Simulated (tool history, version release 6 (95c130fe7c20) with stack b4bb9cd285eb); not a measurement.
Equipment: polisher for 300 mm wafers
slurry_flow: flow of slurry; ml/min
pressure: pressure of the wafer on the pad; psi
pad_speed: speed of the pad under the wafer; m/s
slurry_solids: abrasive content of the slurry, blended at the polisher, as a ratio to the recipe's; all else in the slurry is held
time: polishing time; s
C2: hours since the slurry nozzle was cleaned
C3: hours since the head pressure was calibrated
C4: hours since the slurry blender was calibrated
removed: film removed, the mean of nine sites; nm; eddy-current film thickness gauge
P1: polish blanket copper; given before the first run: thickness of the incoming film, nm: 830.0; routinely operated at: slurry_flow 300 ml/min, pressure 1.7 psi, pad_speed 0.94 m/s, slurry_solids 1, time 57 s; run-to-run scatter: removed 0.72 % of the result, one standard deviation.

Run 1, hour 13.8: slurry_flow 300 ml/min, pressure 1.7 psi, pad_speed 0.94 m/s, slurry_solids 1, time 57 s; wafers polished on this pad 1179; C2 686.2; C3 314.4; C4 215.3. Result: removed 88.925 nm.
Run 2, hour 29.9: slurry_flow 300 ml/min, pressure 1.7 psi, pad_speed 0.94 m/s, slurry_solids 0.75, time 57 s; wafers polished on this pad 1321; C2 702.3; C3 330.5; C4 231.4. Result: removed 83.793 nm.
Run 3, hour 40.7: slurry_flow 300 ml/min, pressure 2.4 psi, pad_speed 0.94 m/s, slurry_solids 1, time 57 s; wafers polished on this pad 1416; C2 713.1; C3 341.3; C4 242.2. Result: removed 126.75 nm.
Run 4, hour 56: slurry_flow 300 ml/min, pressure 1.7 psi, pad_speed 0.94 m/s, slurry_solids 1, time 33 s; wafers polished on this pad 1550; C2 728.4; C3 356.6; C4 257.5. Result: removed 51.712 nm.
At hour 69.9: head pressure recalibrated.
Run 5, hour 72.1: slurry_flow 300 ml/min, pressure 1.7 psi, pad_speed 0.94 m/s, slurry_solids 1, time 57 s; wafers polished on this pad 1692; C2 744.5; C3 2.3; C4 273.6. Result: removed 89.602 nm.
Run 6, hour 84.2: slurry_flow 390 ml/min, pressure 1.7 psi, pad_speed 0.94 m/s, slurry_solids 1.4, time 57 s; wafers polished on this pad 1798; C2 756.6; C3 14.4; C4 285.7. Result: removed 97.504 nm.
Run 7, hour 92.6: slurry_flow 300 ml/min, pressure 1.7 psi, pad_speed 0.94 m/s, slurry_solids 1.35, time 57 s; wafers polished on this pad 1872; C2 765; C3 22.8; C4 294.1. Result: removed 95.562 nm.
Run 8, hour 108.5: slurry_flow 300 ml/min, pressure 1.7 psi, pad_speed 0.5 m/s, slurry_solids 1, time 57 s; wafers polished on this pad 2012; C2 780.9; C3 38.7; C4 310. Result: removed 47.216 nm.
Run 9, hour 123: slurry_flow 300 ml/min, pressure 1.7 psi, pad_speed 0.94 m/s, slurry_solids 1, time 57 s; wafers polished on this pad 2139; C2 795.4; C3 53.2; C4 324.5. Result: removed 87.884 nm.
Run 10, hour 137.9: slurry_flow 300 ml/min, pressure 1.7 psi, pad_speed 1.2 m/s, slurry_solids 1, time 57 s; wafers polished on this pad 2270; C2 810.3; C3 68.1; C4 339.4. Result: removed 114.35 nm.
Run 11, hour 150.8: slurry_flow 300 ml/min, pressure 1.7 psi, pad_speed 0.94 m/s, slurry_solids 1, time 80 s; wafers polished on this pad 2383; C2 823.2; C3 81; C4 352.3. Result: removed 125.31 nm.
Run 12, hour 166.5: slurry_flow 300 ml/min, pressure 1.7 psi, pad_speed 0.94 m/s, slurry_solids 1, time 57 s; wafers polished on this pad 2521; C2 838.9; C3 96.7; C4 368. Result: removed 88.963 nm.
Run 13, hour 173.9: slurry_flow 180 ml/min, pressure 1.7 psi, pad_speed 0.94 m/s, slurry_solids 1, time 57 s; wafers polished on this pad 2586; C2 846.3; C3 104.1; C4 375.4. Result: removed 84.025 nm.
Run 14, hour 190.1: slurry_flow 415 ml/min, pressure 1.7 psi, pad_speed 0.94 m/s, slurry_solids 1, time 57 s; wafers polished on this pad 2729; C2 862.5; C3 120.3; C4 391.6. Result: removed 90.762 nm.
Run 15, hour 200.9: slurry_flow 300 ml/min, pressure 0.8 psi, pad_speed 0.94 m/s, slurry_solids 1, time 57 s; wafers polished on this pad 2824; C2 873.3; C3 131.1; C4 402.4. Result: removed 42.164 nm.
Run 16, hour 208.4: slurry_flow 300 ml/min, pressure 1.7 psi, pad_speed 0.94 m/s, slurry_solids 1, time 57 s; wafers polished on this pad 2890; C2 880.8; C3 138.6; C4 409.9. Result: removed 89.151 nm.

For run 17, what comes out?
Run 17, hour 223.8: slurry_flow 300 ml/min, pressure 1.7 psi, pad_speed 0.94 m/s, slurry_solids 1, time 57 s; wafers polished on this pad 3025; C2 896.2; C3 154; C4 425.3. Result: removed ?.

{"run 17": {"removed": 90.165}}

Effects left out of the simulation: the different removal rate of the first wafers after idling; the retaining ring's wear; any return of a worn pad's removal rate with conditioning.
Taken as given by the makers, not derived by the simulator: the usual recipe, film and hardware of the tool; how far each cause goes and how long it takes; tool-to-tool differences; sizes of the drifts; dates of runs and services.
